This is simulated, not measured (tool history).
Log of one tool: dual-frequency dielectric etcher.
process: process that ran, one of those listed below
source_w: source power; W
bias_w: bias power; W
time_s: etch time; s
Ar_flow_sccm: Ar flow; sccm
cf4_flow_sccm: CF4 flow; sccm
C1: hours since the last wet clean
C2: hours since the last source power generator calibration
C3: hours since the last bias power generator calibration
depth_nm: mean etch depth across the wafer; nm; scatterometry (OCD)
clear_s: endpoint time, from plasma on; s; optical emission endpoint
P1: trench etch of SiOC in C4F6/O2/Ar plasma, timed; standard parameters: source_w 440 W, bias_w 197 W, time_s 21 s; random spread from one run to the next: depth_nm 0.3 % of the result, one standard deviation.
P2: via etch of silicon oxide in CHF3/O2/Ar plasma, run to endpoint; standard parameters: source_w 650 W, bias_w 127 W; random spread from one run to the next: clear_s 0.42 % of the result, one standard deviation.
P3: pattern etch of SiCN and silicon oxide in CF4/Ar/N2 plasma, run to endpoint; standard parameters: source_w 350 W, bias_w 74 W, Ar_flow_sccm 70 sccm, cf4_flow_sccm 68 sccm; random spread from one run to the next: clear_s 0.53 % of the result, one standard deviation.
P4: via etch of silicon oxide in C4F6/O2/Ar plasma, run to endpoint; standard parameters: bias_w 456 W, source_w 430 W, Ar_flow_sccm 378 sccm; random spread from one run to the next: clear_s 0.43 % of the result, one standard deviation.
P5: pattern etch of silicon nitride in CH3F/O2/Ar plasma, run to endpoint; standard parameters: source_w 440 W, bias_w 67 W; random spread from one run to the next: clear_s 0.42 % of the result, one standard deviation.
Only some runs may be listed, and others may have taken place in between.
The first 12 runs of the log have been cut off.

{"run": 13, "hour": 165.9, "process": "P1", "source_w": 440, "bias_w": 197, "time_s": 21, "C1": 445.1, "C2": 1433.9, "C3": 1869.8, "depth_nm": 45.801}
{"run": 14, "hour": 181.8, "process": "P2", "source_w": 650, "bias_w": 127, "C1": 461, "C2": 1449.8, "C3": 1885.7, "clear_s": 272.36}
{"run": 15, "hour": 199.8, "process": "P5", "source_w": 440, "bias_w": 67, "C1": 479, "C2": 1467.8, "C3": 1903.7, "clear_s": 51.405}
{"run": 16, "hour": 215.4, "process": "P1", "source_w": 440, "bias_w": 197, "time_s": 21, "C1": 494.6, "C2": 1483.4, "C3": 1919.3, "depth_nm": 46.06}
{"run": 17, "hour": 233.7, "process": "P5", "source_w": 440, "bias_w": 67, "C1": 512.9, "C2": 1501.7, "C3": 1937.6, "clear_s": 51.805}
{"run": 18, "hour": 252.2, "process": "P1", "source_w": 440, "bias_w": 197, "time_s": 21, "C1": 531.4, "C2": 1520.2, "C3": 1956.1, "depth_nm": 45.933}
{"run": 19, "hour": 267.7, "process": "P4", "source_w": 430, "bias_w": 456, "Ar_flow_sccm": 273, "C1": 546.9, "C2": 1535.7, "C3": 1971.6, "clear_s": 29.013}
{"run": 20, "hour": 281.0, "process": "P1", "source_w": 620, "bias_w": 197, "time_s": 21, "C1": 560.2, "C2": 1549, "C3": 1984.9, "depth_nm": 52.613}
{"run": 21, "hour": 289.6, "process": "P1", "source_w": 440, "bias_w": 197, "time_s": 13, "C1": 568.8, "C2": 1557.6, "C3": 1993.5, "depth_nm": 28.479}
{"run": 22, "hour": 302.5, "process": "P4", "source_w": 430, "bias_w": 456, "Ar_flow_sccm": 378, "C1": 581.7, "C2": 1570.5, "C3": 2006.4, "clear_s": 30.325}
{"run": 23, "hour": 318.2, "process": "P4", "source_w": 430, "bias_w": 296, "Ar_flow_sccm": 378, "C1": 597.4, "C2": 1586.2, "C3": 2022.1, "clear_s": 34.89}

Expected results for the next run?
{"run": 24, "hour": 328.4, "process": "P3", "source_w": 350, "bias_w": 74, "Ar_flow_sccm": 70, "cf4_flow_sccm": 92, "C1": 607.6, "C2": 1596.4, "C3": 2032.3, "clear_s": "?"}

clear_s: 20.517 s
